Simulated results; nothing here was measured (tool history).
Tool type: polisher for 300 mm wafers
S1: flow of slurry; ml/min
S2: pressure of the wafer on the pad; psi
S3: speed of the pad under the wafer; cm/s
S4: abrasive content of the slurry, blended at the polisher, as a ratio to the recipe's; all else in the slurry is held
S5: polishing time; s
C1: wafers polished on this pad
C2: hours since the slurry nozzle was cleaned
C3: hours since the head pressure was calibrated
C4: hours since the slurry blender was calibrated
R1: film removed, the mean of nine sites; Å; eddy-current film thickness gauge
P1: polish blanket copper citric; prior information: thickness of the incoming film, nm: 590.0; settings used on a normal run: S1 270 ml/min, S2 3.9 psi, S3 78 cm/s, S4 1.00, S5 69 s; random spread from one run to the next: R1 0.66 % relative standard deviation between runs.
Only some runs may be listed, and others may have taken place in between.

run 1 day=0.425 | S1=270 S2=3.9 S3=78 S4=1.00 S5=69 | C1=874 C2=124.7 C3=189.9 C4=145.3 | R1=1834.60
run 2 day=0.679 | S1=270 S2=3.9 S3=78 S4=1.00 S5=69 | C1=942 C2=130.8 C3=196.0 C4=151.4 | R1=1865.20
run 3 day=1.083 | S1=270 S2=2.9 S3=78 S4=0.65 S5=69 | C1=1052 C2=140.5 C3=205.7 C4=161.1 | R1=1274.40
run 4 day=1.371 | S1=410 S2=3.9 S3=78 S4=1.00 S5=69 | C1=1130 C2=147.4 C3=212.6 C4=168.0 | R1=1921.20
run 5 day=1.804 | S1=270 S2=3.9 S3=78 S4=1.00 S5=96 | C1=1247 C2=157.8 C3=223.0 C4=178.4 | R1=2577.80
run 6 day=2.212 | S1=270 S2=3.9 S3=78 S4=1.00 S5=69 | C1=1358 C2=167.6 C3=232.8 C4=188.2 | R1=1848.80
-- day=2.479 slurry nozzle cleaned
run 7 day=2.612 | S1=270 S2=3.9 S3=78 S4=1.00 S5=69 | C1=1466 C2=3.3 C3=242.4 C4=197.8 | R1=1859.30
-- day=2.646 worn pad replaced by a new one
run 8 day=2.858 | S1=270 S2=3.9 S3=78 S4=1.00 S5=37 | C1=57 C2=9.2 C3=248.3 C4=203.7 | R1=985.48
run 9 day=3.212 | S1=270 S2=5.4 S3=78 S4=1.00 S5=69 | C1=153 C2=17.7 C3=256.8 C4=212.2 | R1=2559.80
run 10 day=3.633 | S1=270 S2=3.9 S3=36 S4=1.00 S5=69 | C1=267 C2=27.8 C3=266.9 C4=222.3 | R1=889.77
run 11 day=3.879 | S1=270 S2=3.9 S3=122 S4=1.00 S5=69 | C1=334 C2=33.7 C3=272.8 C4=228.2 | R1=2887.90
run 12 day=4.212 | S1=270 S2=3.9 S3=78 S4=1.00 S5=69 | C1=424 C2=41.7 C3=280.8 C4=236.2 | R1=1842.90
run 13 day=4.467 | S1=270 S2=2.1 S3=78 S4=1.00 S5=69 | C1=493 C2=47.8 C3=286.9 C4=242.3 | R1=1025.00
run 14 day=4.883 | S1=160 S2=3.9 S3=78 S4=1.00 S5=69 | C1=606 C2=57.8 C3=296.9 C4=252.3 | R1=1744.10

Forecast run 15:
run 15 day=5.092 | S1=270 S2=3.9 S3=78 S4=1.00 S5=69 | C1=662 C2=62.8 C3=301.9 C4=257.3 | R1=?

Run 15 measured R1 1871.20 Å.
